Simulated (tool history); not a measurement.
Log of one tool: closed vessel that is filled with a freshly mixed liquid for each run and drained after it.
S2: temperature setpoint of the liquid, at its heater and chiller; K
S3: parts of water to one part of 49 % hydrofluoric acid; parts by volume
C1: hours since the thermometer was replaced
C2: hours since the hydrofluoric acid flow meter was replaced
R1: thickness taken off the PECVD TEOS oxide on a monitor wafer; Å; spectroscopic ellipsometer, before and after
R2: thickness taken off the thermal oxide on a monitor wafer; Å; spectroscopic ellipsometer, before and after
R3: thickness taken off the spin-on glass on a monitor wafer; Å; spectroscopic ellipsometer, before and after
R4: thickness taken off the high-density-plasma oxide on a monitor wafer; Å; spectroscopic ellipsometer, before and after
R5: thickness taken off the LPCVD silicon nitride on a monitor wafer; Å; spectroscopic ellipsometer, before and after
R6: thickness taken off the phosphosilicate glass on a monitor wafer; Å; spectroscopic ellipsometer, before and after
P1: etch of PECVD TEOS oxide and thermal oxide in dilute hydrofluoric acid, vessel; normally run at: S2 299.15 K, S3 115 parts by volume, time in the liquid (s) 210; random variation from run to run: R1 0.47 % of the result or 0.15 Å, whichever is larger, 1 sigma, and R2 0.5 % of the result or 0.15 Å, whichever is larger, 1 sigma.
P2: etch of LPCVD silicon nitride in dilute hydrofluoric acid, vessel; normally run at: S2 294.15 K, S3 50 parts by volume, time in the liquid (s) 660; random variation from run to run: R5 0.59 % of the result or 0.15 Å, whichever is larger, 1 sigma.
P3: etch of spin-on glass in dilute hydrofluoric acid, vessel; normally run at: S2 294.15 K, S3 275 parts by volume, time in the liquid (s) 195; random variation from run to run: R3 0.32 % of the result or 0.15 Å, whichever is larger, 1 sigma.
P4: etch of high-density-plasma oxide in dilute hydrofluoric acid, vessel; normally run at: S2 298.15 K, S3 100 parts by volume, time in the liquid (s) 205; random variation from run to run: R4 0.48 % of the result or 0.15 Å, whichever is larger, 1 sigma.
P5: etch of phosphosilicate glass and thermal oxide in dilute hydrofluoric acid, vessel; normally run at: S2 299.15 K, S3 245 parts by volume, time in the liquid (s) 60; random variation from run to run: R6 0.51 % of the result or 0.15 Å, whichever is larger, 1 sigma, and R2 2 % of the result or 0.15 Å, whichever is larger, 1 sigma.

{"run": 1, "day": 0.196, "process that ran": "P1", "S2": 299.15, "S3": 115, "time in the liquid (s)": 210, "C1": 126.5, "C2": 1617.3, "R1": 431.64, "R2": 90.906}
{"run": 2, "day": 0.396, "process that ran": "P1", "S2": 299.15, "S3": 115, "time in the liquid (s)": 210, "C1": 131.3, "C2": 1622.1, "R1": 433.22, "R2": 91.059}
{"run": 3, "day": 0.554, "process that ran": "P1", "S2": 299.15, "S3": 115, "time in the liquid (s)": 210, "C1": 135.1, "C2": 1625.9, "R1": 437.37, "R2": 90.557}
{"run": 4, "day": 0.796, "process that ran": "P1", "S2": 294.65, "S3": 115, "time in the liquid (s)": 210, "C1": 140.9, "C2": 1631.7, "R1": 363.3, "R2": 75.613}
{"run": 5, "day": 1.112, "process that ran": "P3", "S2": 294.15, "S3": 275, "time in the liquid (s)": 195, "C1": 148.5, "C2": 1639.3, "R3": 187.33}
{"run": 6, "day": 1.404, "process that ran": "P1", "S2": 299.15, "S3": 115, "time in the liquid (s)": 115, "C1": 155.5, "C2": 1646.3, "R1": 237.18, "R2": 49.726}
{"run": 7, "day": 1.638, "process that ran": "P1", "S2": 299.15, "S3": 115, "time in the liquid (s)": 210, "C1": 161.1, "C2": 1651.9, "R1": 429.29, "R2": 91.277}
{"run": 8, "day": 1.833, "process that ran": "P1", "S2": 299.15, "S3": 45, "time in the liquid (s)": 210, "C1": 165.8, "C2": 1656.6, "R1": 1208.5, "R2": 255.6}
{"run": 9, "day": 2.054, "process that ran": "P4", "S2": 298.15, "S3": 100, "time in the liquid (s)": 205, "C1": 171.1, "C2": 1661.9, "R4": 113.45}
{"run": 10, "day": 2.2, "process that ran": "P2", "S2": 294.15, "S3": 50, "time in the liquid (s)": 170, "C1": 174.6, "C2": 1665.4, "R5": 15.356}
{"run": 11, "day": 2.367, "process that ran": "P2", "S2": 300.65, "S3": 50, "time in the liquid (s)": 660, "C1": 178.6, "C2": 1669.4, "R5": 94.144}
{"run": 12, "day": 2.575, "process that ran": "P1", "S2": 299.15, "S3": 115, "time in the liquid (s)": 210, "C1": 183.6, "C2": 1674.4, "R1": 433.12, "R2": 90.159}
{"run": 13, "day": 2.883, "process that ran": "P3", "S2": 294.15, "S3": 65, "time in the liquid (s)": 195, "C1": 191, "C2": 1681.8, "R3": 991.68}
{"run": 14, "day": 3.083, "process that ran": "P4", "S2": 306.65, "S3": 100, "time in the liquid (s)": 205, "C1": 195.8, "C2": 1686.6, "R4": 156.27}
{"run": 15, "day": 3.271, "process that ran": "P5", "S2": 299.15, "S3": 75, "time in the liquid (s)": 60, "C1": 200.3, "C2": 1691.1, "R2": 42.573, "R6": 1721.4}
{"run": 16, "day": 3.421, "process that ran": "P2", "S2": 294.15, "S3": 75, "time in the liquid (s)": 660, "C1": 203.9, "C2": 1694.7, "R5": 40.744}
{"run": 17, "day": 3.708, "process that ran": "P4", "S2": 298.15, "S3": 100, "time in the liquid (s)": 205, "C1": 210.8, "C2": 1701.6, "R4": 113.03}
{"run": 18, "day": 3.954, "process that ran": "P5", "S2": 299.15, "S3": 245, "time in the liquid (s)": 90, "C1": 216.7, "C2": 1707.5, "R2": 15.196, "R6": 643.6}
{"run": 19, "day": 4.179, "process that ran": "P3", "S2": 294.15, "S3": 275, "time in the liquid (s)": 30, "C1": 222.1, "C2": 1712.9, "R3": 29.09}
{"run": 20, "day": 4.467, "process that ran": "P2", "S2": 294.15, "S3": 50, "time in the liquid (s)": 660, "C1": 229, "C2": 1719.8, "R5": 60.612}
{"run": 21, "day": 4.621, "process that ran": "P2", "S2": 294.15, "S3": 50, "time in the liquid (s)": 660, "C1": 232.7, "C2": 1723.5, "R5": 60.296}
{"run": 22, "day": 4.879, "process that ran": "P3", "S2": 302.15, "S3": 275, "time in the liquid (s)": 195, "C1": 238.9, "C2": 1729.7, "R3": 248.85}
{"run": 23, "day": 5.046, "process that ran": "P5", "S2": 304.15, "S3": 245, "time in the liquid (s)": 60, "C1": 242.9, "C2": 1733.7, "R2": 12.403, "R6": 509.09}
{"run": 24, "day": 5.338, "process that ran": "P1", "S2": 299.15, "S3": 115, "time in the liquid (s)": 340, "C1": 249.9, "C2": 1740.7, "R1": 695.92, "R2": 146.58}
{"run": 25, "day": 5.512, "process that ran": "P4", "S2": 298.15, "S3": 135, "time in the liquid (s)": 205, "C1": 254.1, "C2": 1744.9, "R4": 80.731}
{"run": 26, "day": 5.688, "process that ran": "P1", "S2": 307.15, "S3": 115, "time in the liquid (s)": 210, "C1": 258.3, "C2": 1749.1, "R1": 581.48, "R2": 122.14}
{"run": 27, "day": 5.954, "process that ran": "P1", "S2": 293.65, "S3": 115, "time in the liquid (s)": 310, "C1": 264.7, "C2": 1755.5, "R1": 517.01, "R2": 108.3}
{"run": 28, "day": 6.2, "process that ran": "P3", "S2": 294.15, "S3": 275, "time in the liquid (s)": 195, "C1": 270.6, "C2": 1761.4, "R3": 188.16}
{"run": 29, "day": 6.412, "process that ran": "P5", "S2": 299.15, "S3": 245, "time in the liquid (s)": 60, "C1": 275.7, "C2": 1766.5, "R2": 10.234, "R6": 430.44}
{"run": 30, "day": 6.654, "process that ran": "P4", "S2": 298.15, "S3": 100, "time in the liquid (s)": 65, "C1": 281.5, "C2": 1772.3, "R4": 35.69}
{"run": 31, "day": 6.95, "process that ran": "P1", "S2": 299.15, "S3": 115, "time in the liquid (s)": 210, "C1": 288.6, "C2": 1779.4, "R1": 431.04, "R2": 90.455}
{"run": 32, "day": 7.204, "process that ran": "P1", "S2": 299.15, "S3": 195, "time in the liquid (s)": 210, "C1": 294.7, "C2": 1785.5, "R1": 230.53, "R2": 48.495}
{"run": 33, "day": 7.496, "process that ran": "P1", "S2": 299.15, "S3": 115, "time in the liquid (s)": 210, "C1": 301.7, "C2": 1792.5, "R1": 433.61, "R2": 91.389}
{"run": 34, "day": 7.783, "process that ran": "P1", "S2": 299.15, "S3": 115, "time in the liquid (s)": 210, "C1": 308.6, "C2": 1799.4, "R1": 448.67, "R2": 94.674}

The next listed run, before its measurement:
{"run": 35, "day": 8.088, "process that ran": "P1", "S2": 299.15, "S3": 115, "time in the liquid (s)": 210, "C1": 315.9, "C2": 1806.7, "R1": "?", "R2": "?"}

{"run 35": {"R1": 460.57, "R2": 96.917}}

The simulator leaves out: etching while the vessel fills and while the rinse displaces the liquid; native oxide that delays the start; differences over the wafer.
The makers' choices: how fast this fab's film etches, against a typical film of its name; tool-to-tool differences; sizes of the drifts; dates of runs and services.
